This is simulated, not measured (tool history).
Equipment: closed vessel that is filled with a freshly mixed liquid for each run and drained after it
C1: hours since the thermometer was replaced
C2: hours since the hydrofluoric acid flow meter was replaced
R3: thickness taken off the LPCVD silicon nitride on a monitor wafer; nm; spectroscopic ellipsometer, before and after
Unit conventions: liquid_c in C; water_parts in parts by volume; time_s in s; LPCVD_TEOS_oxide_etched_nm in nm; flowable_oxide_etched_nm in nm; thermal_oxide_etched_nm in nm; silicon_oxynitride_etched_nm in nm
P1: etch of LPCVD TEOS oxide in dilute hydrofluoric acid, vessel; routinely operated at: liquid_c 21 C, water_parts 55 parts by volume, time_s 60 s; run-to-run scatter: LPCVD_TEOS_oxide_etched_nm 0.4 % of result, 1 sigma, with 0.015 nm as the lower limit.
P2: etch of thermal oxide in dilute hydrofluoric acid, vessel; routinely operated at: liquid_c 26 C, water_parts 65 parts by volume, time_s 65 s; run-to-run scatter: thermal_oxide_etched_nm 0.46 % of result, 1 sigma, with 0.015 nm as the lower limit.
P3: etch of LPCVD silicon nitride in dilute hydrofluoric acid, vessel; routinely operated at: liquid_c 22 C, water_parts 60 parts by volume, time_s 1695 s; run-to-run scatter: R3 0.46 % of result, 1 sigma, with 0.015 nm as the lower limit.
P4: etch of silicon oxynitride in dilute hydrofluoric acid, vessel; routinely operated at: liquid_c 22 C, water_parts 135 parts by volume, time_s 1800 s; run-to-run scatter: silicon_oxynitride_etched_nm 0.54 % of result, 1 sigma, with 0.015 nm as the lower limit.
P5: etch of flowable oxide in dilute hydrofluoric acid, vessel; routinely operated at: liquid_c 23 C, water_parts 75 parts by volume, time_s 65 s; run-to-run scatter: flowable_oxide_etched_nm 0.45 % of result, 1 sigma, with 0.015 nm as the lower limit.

Run 1, hour 7: process P1, liquid_c 21 C, water_parts 55 parts by volume, time_s 60 s; C1 1666.2; C2 906.3. Result: LPCVD_TEOS_oxide_etched_nm 20.935 nm.
Run 2, hour 19.8: process P5, liquid_c 23 C, water_parts 130 parts by volume, time_s 65 s; C1 1679; C2 919.1. Result: flowable_oxide_etched_nm 17.166 nm.
Run 3, hour 29: process P5, liquid_c 23 C, water_parts 75 parts by volume, time_s 65 s; C1 1688.2; C2 928.3. Result: flowable_oxide_etched_nm 31.888 nm.
Run 4, hour 37.7: process P3, liquid_c 22 C, water_parts 60 parts by volume, time_s 1695 s; C1 1696.9; C2 937. Result: R3 12.586 nm.
Run 5, hour 45.7: process P1, liquid_c 27 C, water_parts 55 parts by volume, time_s 95 s; C1 1704.9; C2 945. Result: LPCVD_TEOS_oxide_etched_nm 42.233 nm.
Run 6, hour 54.7: process P1, liquid_c 21 C, water_parts 55 parts by volume, time_s 60 s; C1 1713.9; C2 954. Result: LPCVD_TEOS_oxide_etched_nm 21.114 nm.
Run 7, hour 65.9: process P1, liquid_c 21 C, water_parts 55 parts by volume, time_s 60 s; C1 1725.1; C2 965.2. Result: LPCVD_TEOS_oxide_etched_nm 21.103 nm.
At hour 68.8: thermometer replaced.
Run 8, hour 72.6: process P3, liquid_c 22 C, water_parts 25 parts by volume, time_s 1695 s; C1 3.9; C2 971.9. Result: R3 29.722 nm.
Run 9, hour 78.4: process P2, liquid_c 21.5 C, water_parts 65 parts by volume, time_s 65 s; C1 9.7; C2 977.7. Result: thermal_oxide_etched_nm 4.4792 nm.
Run 10, hour 87.2: process P4, liquid_c 22 C, water_parts 135 parts by volume, time_s 995 s; C1 18.5; C2 986.5. Result: silicon_oxynitride_etched_nm 14.023 nm.
Run 11, hour 94: process P5, liquid_c 23 C, water_parts 75 parts by volume, time_s 65 s; C1 25.3; C2 993.3. Result: flowable_oxide_etched_nm 31.966 nm.
Run 12, hour 104.1: process P1, liquid_c 21 C, water_parts 20 parts by volume, time_s 60 s; C1 35.4; C2 1003.4. Result: LPCVD_TEOS_oxide_etched_nm 60.186 nm.
Run 13, hour 116.5: process P4, liquid_c 17 C, water_parts 135 parts by volume, time_s 1800 s; C1 47.8; C2 1015.8. Result: silicon_oxynitride_etched_nm 19.588 nm.
Run 14, hour 128.2: process P1, liquid_c 21 C, water_parts 85 parts by volume, time_s 60 s; C1 59.5; C2 1027.5. Result: LPCVD_TEOS_oxide_etched_nm 13.153 nm.
Run 15, hour 138: process P4, liquid_c 22 C, water_parts 135 parts by volume, time_s 1800 s; C1 69.3; C2 1037.3. Result: silicon_oxynitride_etched_nm 25.273 nm.
Run 16, hour 143.8: process P1, liquid_c 21 C, water_parts 55 parts by volume, time_s 60 s; C1 75.1; C2 1043.1. Result: LPCVD_TEOS_oxide_etched_nm 21.157 nm.
Run 17, hour 153: process P3, liquid_c 22 C, water_parts 60 parts by volume, time_s 1695 s; C1 84.3; C2 1052.3. Result: R3 12.666 nm.
Run 18, hour 160: process P5, liquid_c 18.5 C, water_parts 75 parts by volume, time_s 65 s; C1 91.3; C2 1059.3. Result: flowable_oxide_etched_nm 26.347 nm.
Run 19, hour 168.3: process P1, liquid_c 21 C, water_parts 55 parts by volume, time_s 90 s; C1 99.6; C2 1067.6. Result: LPCVD_TEOS_oxide_etched_nm 31.789 nm.
Run 20, hour 177: process P5, liquid_c 23 C, water_parts 75 parts by volume, time_s 110 s; C1 108.3; C2 1076.3. Result: flowable_oxide_etched_nm 54.015 nm.
Run 21, hour 183.8: process P1, liquid_c 17 C, water_parts 55 parts by volume, time_s 60 s; C1 115.1; C2 1083.1. Result: LPCVD_TEOS_oxide_etched_nm 17.703 nm.
Run 22, hour 193.4: process P2, liquid_c 26 C, water_parts 25 parts by volume, time_s 65 s; C1 124.7; C2 1092.7. Result: thermal_oxide_etched_nm 14.522 nm.
Run 23, hour 199.4: process P1, liquid_c 21 C, water_parts 100 parts by volume, time_s 30 s; C1 130.7; C2 1098.7. Result: LPCVD_TEOS_oxide_etched_nm 5.4896 nm.
Run 24, hour 208.6: process P1, liquid_c 21 C, water_parts 55 parts by volume, time_s 60 s; C1 139.9; C2 1107.9. Result: LPCVD_TEOS_oxide_etched_nm 20.984 nm.
Run 25, hour 220.8: process P3, liquid_c 22 C, water_parts 60 parts by volume, time_s 2865 s; C1 152.1; C2 1120.1. Result: R3 21.348 nm.
Run 26, hour 227.3: process P1, liquid_c 21 C, water_parts 55 parts by volume, time_s 30 s; C1 158.6; C2 1126.6. Result: LPCVD_TEOS_oxide_etched_nm 10.425 nm.
Run 27, hour 236.9: process P1, liquid_c 28 C, water_parts 55 parts by volume, time_s 60 s; C1 168.2; C2 1136.2. Result: LPCVD_TEOS_oxide_etched_nm 28.172 nm.
Run 28, hour 244.4: process P2, liquid_c 26 C, water_parts 65 parts by volume, time_s 65 s; C1 175.7; C2 1143.7. Result: thermal_oxide_etched_nm 5.3366 nm.
Run 29, hour 257.6: process P2, liquid_c 26 C, water_parts 65 parts by volume, time_s 30 s; C1 188.9; C2 1156.9. Result: thermal_oxide_etched_nm 2.4344 nm.
Run 30, hour 267.7: process P4, liquid_c 22 C, water_parts 205 parts by volume, time_s 1800 s; C1 199; C2 1167. Result: silicon_oxynitride_etched_nm 15.788 nm.
Run 31, hour 277: process P4, liquid_c 22 C, water_parts 135 parts by volume, time_s 1800 s; C1 208.3; C2 1176.3. Result: silicon_oxynitride_etched_nm 25.322 nm.
Run 32, hour 289.7: process P3, liquid_c 17 C, water_parts 60 parts by volume, time_s 1695 s; C1 221; C2 1189. Result: R3 8.9213 nm.
Run 33, hour 302.6: process P1, liquid_c 21 C, water_parts 55 parts by volume, time_s 60 s; C1 233.9; C2 1201.9. Result: LPCVD_TEOS_oxide_etched_nm 21.026 nm.
Run 34, hour 308.5: process P1, liquid_c 21 C, water_parts 55 parts by volume, time_s 60 s; C1 239.8; C2 1207.8. Result: LPCVD_TEOS_oxide_etched_nm 21.354 nm.
Run 35, hour 318.9: process P1, liquid_c 21 C, water_parts 55 parts by volume, time_s 60 s; C1 250.2; C2 1218.2. Result: LPCVD_TEOS_oxide_etched_nm 21.809 nm.
Run 36, hour 328: process P1, liquid_c 21 C, water_parts 55 parts by volume, time_s 60 s; C1 259.3; C2 1227.3. Result: LPCVD_TEOS_oxide_etched_nm 21.993 nm.
Run 37, hour 340.2: process P1, liquid_c 21 C, water_parts 55 parts by volume, time_s 60 s; C1 271.5; C2 1239.5. Result: LPCVD_TEOS_oxide_etched_nm 22.566 nm.
Run 38, hour 349.9: process P1, liquid_c 21 C, water_parts 55 parts by volume, time_s 60 s; C1 281.2; C2 1249.2. Result: LPCVD_TEOS_oxide_etched_nm 22.505 nm.
Run 39, hour 363.2: process P1, liquid_c 21 C, water_parts 55 parts by volume, time_s 60 s; C1 294.5; C2 1262.5. Result: LPCVD_TEOS_oxide_etched_nm 22.806 nm.
Run 40, hour 375.5: process P1, liquid_c 21 C, water_parts 55 parts by volume, time_s 60 s; C1 306.8; C2 1274.8. Result: LPCVD_TEOS_oxide_etched_nm 22.922 nm.
Run 41, hour 384.8: process P1, liquid_c 21 C, water_parts 55 parts by volume, time_s 60 s; C1 316.1; C2 1284.1. Result: LPCVD_TEOS_oxide_etched_nm 22.908 nm.
Run 42, hour 394.7: process P1, liquid_c 21 C, water_parts 55 parts by volume, time_s 60 s; C1 326; C2 1294. Result: LPCVD_TEOS_oxide_etched_nm 23.12 nm.
Run 43, hour 407.5: process P1, liquid_c 21 C, water_parts 55 parts by volume, time_s 60 s; C1 338.8; C2 1306.8. Result: LPCVD_TEOS_oxide_etched_nm 23.097 nm.
Run 44, hour 417.4: process P1, liquid_c 21 C, water_parts 55 parts by volume, time_s 60 s; C1 348.7; C2 1316.7. Result: LPCVD_TEOS_oxide_etched_nm 22.954 nm.

P1 no longer gives what it gave before; its output has crept away from where it was. The following 2 causes, each at its listed size, fit the log equally well:
A: liquid hotter than its thermometer reads (K) = 2.18
B: hydrofluoric acid flow above the setpoint (%) = 8.88
Onset of the creep was near hour 302.6.

4 check runs are offered, one wafer each, their results left as question marks. Which one tells the causes apart?
Run check 1, hour 427.3: process P5, liquid_c 23 C, water_parts 75 parts by volume, time_s 65 s. Result: flowable_oxide_etched_nm ?.
Run check 2, hour 427.3: process P3, liquid_c 22 C, water_parts 60 parts by volume, time_s 1695 s. Result: R3 ?.
Run check 3, hour 427.3: process P4, liquid_c 22 C, water_parts 135 parts by volume, time_s 1800 s. Result: silicon_oxynitride_etched_nm ?.
Run check 4, hour 427.3: process P2, liquid_c 26 C, water_parts 65 parts by volume, time_s 65 s. Result: thermal_oxide_etched_nm ?.

Outcome of each check run for each possible cause:
  check                        result    if A    if B
check 1      flowable_oxide_etched_nm  34.723  34.893
check 2                            R3  14.616  13.707
check 3  silicon_oxynitride_etched_nm   27.88  27.649
check 4       thermal_oxide_etched_nm  5.7876  5.8218
Distance between the nearest two causes, measured in the result of the check that separates them most: check 1 0.49 %; check 2 6.42 %; check 3 0.83 %; check 4 0.59 %
Only in check 2 would the causes give clearly different results; in the remaining checks their results would be nearly the same.

Running check 2 produced the following: R3 13.653 nm. Which one of the listed causes fits?

The correct cause is B, namely: hydrofluoric acid flow above the setpoint (%).

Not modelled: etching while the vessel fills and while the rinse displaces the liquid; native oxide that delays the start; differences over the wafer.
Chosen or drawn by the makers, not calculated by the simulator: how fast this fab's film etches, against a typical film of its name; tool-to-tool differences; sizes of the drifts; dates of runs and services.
